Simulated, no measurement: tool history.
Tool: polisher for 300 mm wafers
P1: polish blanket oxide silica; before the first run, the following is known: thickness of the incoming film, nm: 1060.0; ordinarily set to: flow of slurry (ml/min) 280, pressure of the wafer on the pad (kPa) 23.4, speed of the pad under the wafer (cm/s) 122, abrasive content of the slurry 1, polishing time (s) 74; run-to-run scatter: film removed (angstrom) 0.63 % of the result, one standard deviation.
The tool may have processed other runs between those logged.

run   hour  flow of slurry (ml/min)  pressure of the wafer on the pad (kPa)  speed of the pad under the wafer (cm/s)  abrasive content of the slurry  polishing time (s)  wafers polished on this pad  hours since the slurry nozzle was cleaned  hours since the head pressure was calibrated  hours since the slurry blender was calibrated  hours since the conditioning disc was replaced  film removed (angstrom)
  1   14.8                      280                                    23.4                                      122                               1                  74                          487                                       98.8                                         125.9                                          189.4                                           389.1                   2487.6
  2   23.2                      280                                    23.4                                      122                               1                  74                          582                                      107.2                                         134.3                                          197.8                                           397.5                   2484.8
  3   40.5                      170                                    23.4                                      122                               1                  74                          777                                      124.5                                         151.6                                          215.1                                           414.8                   2302.4
  4   52.2                      280                                    23.4                                      122                               1                  74                          909                                      136.2                                         163.3                                          226.8                                           426.5                   2468.6
  5   61.5                      280                                    23.4                                      162                               1                  74                         1014                                      145.5                                         172.6                                          236.1                                           435.8                   3070.8
  6   75.1                      280                                    35.2                                      122                             0.6                  74                         1168                                      159.1                                         186.2                                          249.7                                           449.4                   2826.1
  7   87.2                      280                                    23.4                                      122                            1.25                  74                         1305                                      171.2                                         198.3                                          261.8                                           461.5                   2734.5
  8    105                      445                                    23.4                                      122                               1                  74                         1506                                        189                                         216.1                                          279.6                                           479.3                   2561.8
  9  117.8                      280                                    23.4                                      122                               1                  74                         1651                                      201.8                                         228.9                                          292.4                                           492.1                   2482.6
 10  133.6                      280                                    14.5                                      122                               1                 113                         1829                                      217.6                                         244.7                                          308.2                                           507.9                   2337.9
 11  148.7                      280                                    34.5                                      122                               1                  74                         2000                                      232.7                                         259.8                                          323.3                                             523                   3622.8
 12  158.5                      280                                    12.4                                      150                               1                  74                         2111                                      242.5                                         269.6                                          333.1                                           532.8                   1535.6
 13  169.4                      280                                    10.3                                      122                               1                  74                         2234                                      253.4                                         280.5                                            344                                           543.7                   1085.5
 14  184.7                      280                                    23.4                                      122                               1                  94                         2407                                      268.7                                         295.8                                          359.3                                             559                   3115.8
 15  196.5                      280                                    23.4                                      122                               1                  35                         2540                                      280.5                                         307.6                                          371.1                                           570.8                   1168.5
 16  212.8                      280                                    23.4                                       54                               1                  74                         2724                                      296.8                                         323.9                                          387.4                                           587.1                   1288.5
 17  227.5                      280                                    23.4                                      122                            0.55                  74                         2890                                      311.5                                         338.6                                          402.1                                           601.8                   1821.1
     229.3  -- head pressure recalibrated
 18  245.4                      280                                    23.4                                      122                               1                  74                         3093                                      329.4                                          16.1                                            420                                           619.7                     2460
 19  257.5                      280                                    23.4                                      122                               1                  74                         3229                                      341.5                                          28.2                                          432.1                                           631.8                   2450.7
 20  273.7                      280                                    23.4                                      122                               1                  74                         3412                                      357.7                                          44.4                                          448.3                                             648                     2477
 21    291                      280                                    23.4                                      122                               1                  74                         3608                                        375                                          61.7                                          465.6                                           665.3                   2329.8
 22  306.7                      280                                    23.4                                      122                               1                  74                         3785                                      390.7                                          77.4                                          481.3                                             681                   2249.5
 23  321.9                      280                                    23.4                                      122                               1                  74                         3957                                      405.9                                          92.6                                          496.5                                           696.2                   2205.9
     329.1  -- slurry nozzle cleaned
 24  330.6                      280                                    23.4                                      122                               1                  74                         4055                                        1.5                                         101.3                                          505.2                                           704.9                   2185.6
     334.8  -- head pressure recalibrated
       338  -- conditioning disc replaced and pad reconditioned
 25  346.7                      280                                    23.4                                      122                               1                  74                         4237                                       17.6                                          11.9                                          521.3                                             8.8                   2181.3
 26  362.6                      280                                    23.4                                      122                               1                  74                         4417                                       33.5                                          27.8                                          537.2                                            24.7                   2181.5

What P1 gives has crept away from where it was. These 2 causes fit the log equally well, each at the size given:
A: abrasive missing from the slurry, % = 22.1
B: removal rate lost through wear of the pad, % = 11.4
Creep in the process output first set in at about hour 273.7.
Other possible causes, and why each is ruled out:
slurry flow missing at the pad, %: maintenance at hour 329.1, after the shift began, did not return the process to its former output
head's pressure below its setpoint, %: maintenance at hour 334.8, after the shift began, did not return the process to its former output
time polished since the conditioner stopped cutting, s: maintenance at hour 338, after the shift began, did not return the process to its former output

You are offered 4 check runs, listed below with question marks in place of their results; each one averages 2 wafers. Which run separates the listed causes by giving clearly different results for each?
check 1  378.5                      280                                    23.4                                       68                               1                  44                                                                                                                                                                                                                                             ?
check 2  378.5                      280                                    23.4                                      122                             0.6                  46                                                                                                                                                                                                                                             ?
check 3  378.5                      280                                    16.5                                       58                               1                  74                                                                                                                                                                                                                                             ?
check 4  378.5                      440                                    11.7                                      122                               1                  74                                                                                                                                                                                                                                             ?

What every check run would give for each of its results, assuming each possible cause in turn:
  check                   result    if A    if B
check 1  film removed (angstrom)  813.92  814.12
check 2  film removed (angstrom)  1010.1  1042.6
check 3  film removed (angstrom)   850.8  851.01
check 4  film removed (angstrom)  1131.8  1132.1
Smallest distance between any two causes, each pair judged by its most separating result, in per cent: check 1 0.03 %; check 2 3.16 %; check 3 0.03 %; check 4 0.03 %
Only in check 2 would the causes give clearly different results; in the remaining checks their results would be nearly the same.

The results of check 2 are: film removed (angstrom) 1006.8. Based on these, which of the listed causes is it?

The cause is A: abrasive missing from the slurry, %.
